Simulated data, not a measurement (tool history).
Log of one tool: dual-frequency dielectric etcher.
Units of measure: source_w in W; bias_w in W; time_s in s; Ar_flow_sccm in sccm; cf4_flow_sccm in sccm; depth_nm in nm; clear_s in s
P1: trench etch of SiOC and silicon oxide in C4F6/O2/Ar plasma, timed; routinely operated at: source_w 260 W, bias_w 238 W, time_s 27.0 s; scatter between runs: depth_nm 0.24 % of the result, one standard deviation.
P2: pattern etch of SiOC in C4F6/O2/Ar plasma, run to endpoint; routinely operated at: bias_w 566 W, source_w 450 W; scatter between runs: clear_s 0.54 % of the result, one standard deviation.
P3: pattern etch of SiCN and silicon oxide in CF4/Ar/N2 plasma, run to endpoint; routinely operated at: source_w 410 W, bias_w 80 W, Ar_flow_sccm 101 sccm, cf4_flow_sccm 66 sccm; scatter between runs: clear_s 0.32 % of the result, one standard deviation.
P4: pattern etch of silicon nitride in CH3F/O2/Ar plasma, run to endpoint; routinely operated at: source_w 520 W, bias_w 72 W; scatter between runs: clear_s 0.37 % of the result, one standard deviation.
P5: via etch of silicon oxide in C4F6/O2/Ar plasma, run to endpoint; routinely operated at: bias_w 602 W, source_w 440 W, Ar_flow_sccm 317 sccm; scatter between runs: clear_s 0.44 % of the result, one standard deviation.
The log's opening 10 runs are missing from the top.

run	hour	process	source_w	bias_w	time_s	Ar_flow_sccm	cf4_flow_sccm	hours since the last wet clean	hours since the last source power generator calibration	hours since the last bias power generator calibration	depth_nm	clear_s
11	140.9	P1	260	238	27.0			216.6	1385.2	1665.3	49.457	
12	158.5	P1	260	238	27.0			234.2	1402.8	1682.9	49.278	
13	168.7	P2	450	566				244.4	1413.0	1693.1		8.9841
14	187.3	P1	260	238	37.0			263.0	1431.6	1711.7	67.438	
15	199.5	P2	610	566				275.2	1443.8	1723.9		7.9795
16	210.0	P1	200	238	18.5			285.7	1454.3	1734.4	30.545	
17	218.6	P1	170	238	27.0			294.3	1462.9	1743.0	42.077	
18	234.7	P1	260	238	27.0			310.4	1479.0	1759.1	49.742	
19	246.7	P2	450	566				322.4	1491.0	1771.1		9.0533
20	260.6	P2	450	760				336.3	1504.9	1785.0		7.9695
21	271.4	P1	260	182	27.0			347.1	1515.7	1795.8	45.186	
22	284.9	P1	260	238	27.0			360.6	1529.2	1809.3	49.513	
23	293.1	P3	410	80		138	66	368.8	1537.4	1817.5		17.8510
24	307.1	P5	330	602		317		382.8	1551.4	1831.5		24.3790
25	318.1	P1	260	296	27.0			393.8	1562.4	1842.5	53.387	
26	327.1	P5	440	602		436		402.8	1571.4	1851.5		23.1380
27	341.9	P4	520	72				417.6	1586.2	1866.3		45.7640
28	359.8	P5	440	421		317		435.5	1604.1	1884.2		25.3550

Run 29, settings as shown, results not yet in. Your forecast:
29	368.1	P3	410	80		101	66	443.8	1612.4	1892.5		?

{"run 29": {"clear_s": 16.916}}
